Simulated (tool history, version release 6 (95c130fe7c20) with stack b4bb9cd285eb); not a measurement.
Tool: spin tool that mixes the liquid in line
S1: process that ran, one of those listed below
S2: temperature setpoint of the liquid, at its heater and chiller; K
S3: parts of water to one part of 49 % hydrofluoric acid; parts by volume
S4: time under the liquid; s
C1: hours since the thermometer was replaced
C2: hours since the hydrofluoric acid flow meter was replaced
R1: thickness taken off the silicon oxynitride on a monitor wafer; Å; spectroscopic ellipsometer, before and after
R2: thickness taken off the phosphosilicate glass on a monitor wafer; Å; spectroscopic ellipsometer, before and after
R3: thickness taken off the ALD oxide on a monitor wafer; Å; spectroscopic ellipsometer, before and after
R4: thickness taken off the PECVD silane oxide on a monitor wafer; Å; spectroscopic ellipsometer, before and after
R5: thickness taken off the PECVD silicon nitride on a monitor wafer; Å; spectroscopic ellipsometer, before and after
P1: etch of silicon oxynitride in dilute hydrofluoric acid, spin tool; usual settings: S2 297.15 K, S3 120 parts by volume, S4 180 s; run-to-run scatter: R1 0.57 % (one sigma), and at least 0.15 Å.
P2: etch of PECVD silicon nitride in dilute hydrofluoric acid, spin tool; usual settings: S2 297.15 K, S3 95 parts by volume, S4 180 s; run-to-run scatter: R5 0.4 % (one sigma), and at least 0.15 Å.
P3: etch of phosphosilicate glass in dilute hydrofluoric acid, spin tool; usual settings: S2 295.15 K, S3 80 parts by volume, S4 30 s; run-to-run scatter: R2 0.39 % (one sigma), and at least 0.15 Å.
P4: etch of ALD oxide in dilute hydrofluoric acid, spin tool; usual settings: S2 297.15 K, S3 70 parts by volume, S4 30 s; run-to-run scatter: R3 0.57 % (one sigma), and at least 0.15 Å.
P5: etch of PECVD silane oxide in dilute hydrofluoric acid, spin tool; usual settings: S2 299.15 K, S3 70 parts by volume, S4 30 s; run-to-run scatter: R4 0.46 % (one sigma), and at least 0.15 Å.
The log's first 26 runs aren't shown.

| run | day | S1 | S2 | S3 | S4 | C1 | C2 | R1 | R2 | R3 | R4 | R5 |
|---|---|---|---|---|---|---|---|---|---|---|---|---|
| 27 | 7.942 | P1 | 297.15 | 45 | 180 | 780.0 | 141.5 | 168.0700 |  |  |  |  |
| 28 | 8.296 | P5 | 299.15 | 70 | 30 | 788.5 | 150.0 |  |  |  | 201.62 |  |
| 29 | 8.571 | P3 | 295.15 | 80 | 15 | 795.1 | 156.6 |  | 124.11 |  |  |  |
| 30 | 8.933 | P3 | 290.15 | 80 | 30 | 803.8 | 165.3 |  | 200.88 |  |  |  |
| 31 | 9.183 | P3 | 295.15 | 80 | 30 | 809.8 | 171.3 |  | 250.30 |  |  |  |
| 32 | 9.408 | P1 | 297.15 | 120 | 180 | 815.2 | 176.7 | 59.0340 |  |  |  |  |
| 33 | 9.596 | P1 | 297.15 | 120 | 180 | 819.7 | 181.2 | 57.6970 |  |  |  |  |
| 34 | 9.862 | P1 | 297.15 | 120 | 180 | 826.1 | 187.6 | 55.8730 |  |  |  |  |
| 35 | 10.267 | P1 | 297.15 | 120 | 180 | 835.8 | 197.3 | 54.1730 |  |  |  |  |
| 36 | 10.654 | P1 | 297.15 | 120 | 180 | 845.1 | 206.6 | 53.9860 |  |  |  |  |
| 37 | 11.008 | P1 | 297.15 | 120 | 180 | 853.6 | 215.1 | 52.6770 |  |  |  |  |
| 38 | 11.396 | P1 | 297.15 | 120 | 180 | 862.9 | 224.4 | 53.7660 |  |  |  |  |
| 39 | 11.617 | P1 | 297.15 | 120 | 180 | 868.2 | 229.7 | 53.3110 |  |  |  |  |
| 40 | 11.946 | P1 | 297.15 | 120 | 180 | 876.1 | 237.6 | 53.3860 |  |  |  |  |

Forecast run 41:
| 41 | 12.208 | P1 | 297.15 | 120 | 180 | 882.4 | 243.9 | ? |  |  |  |  |

R1: 52.6530 Å
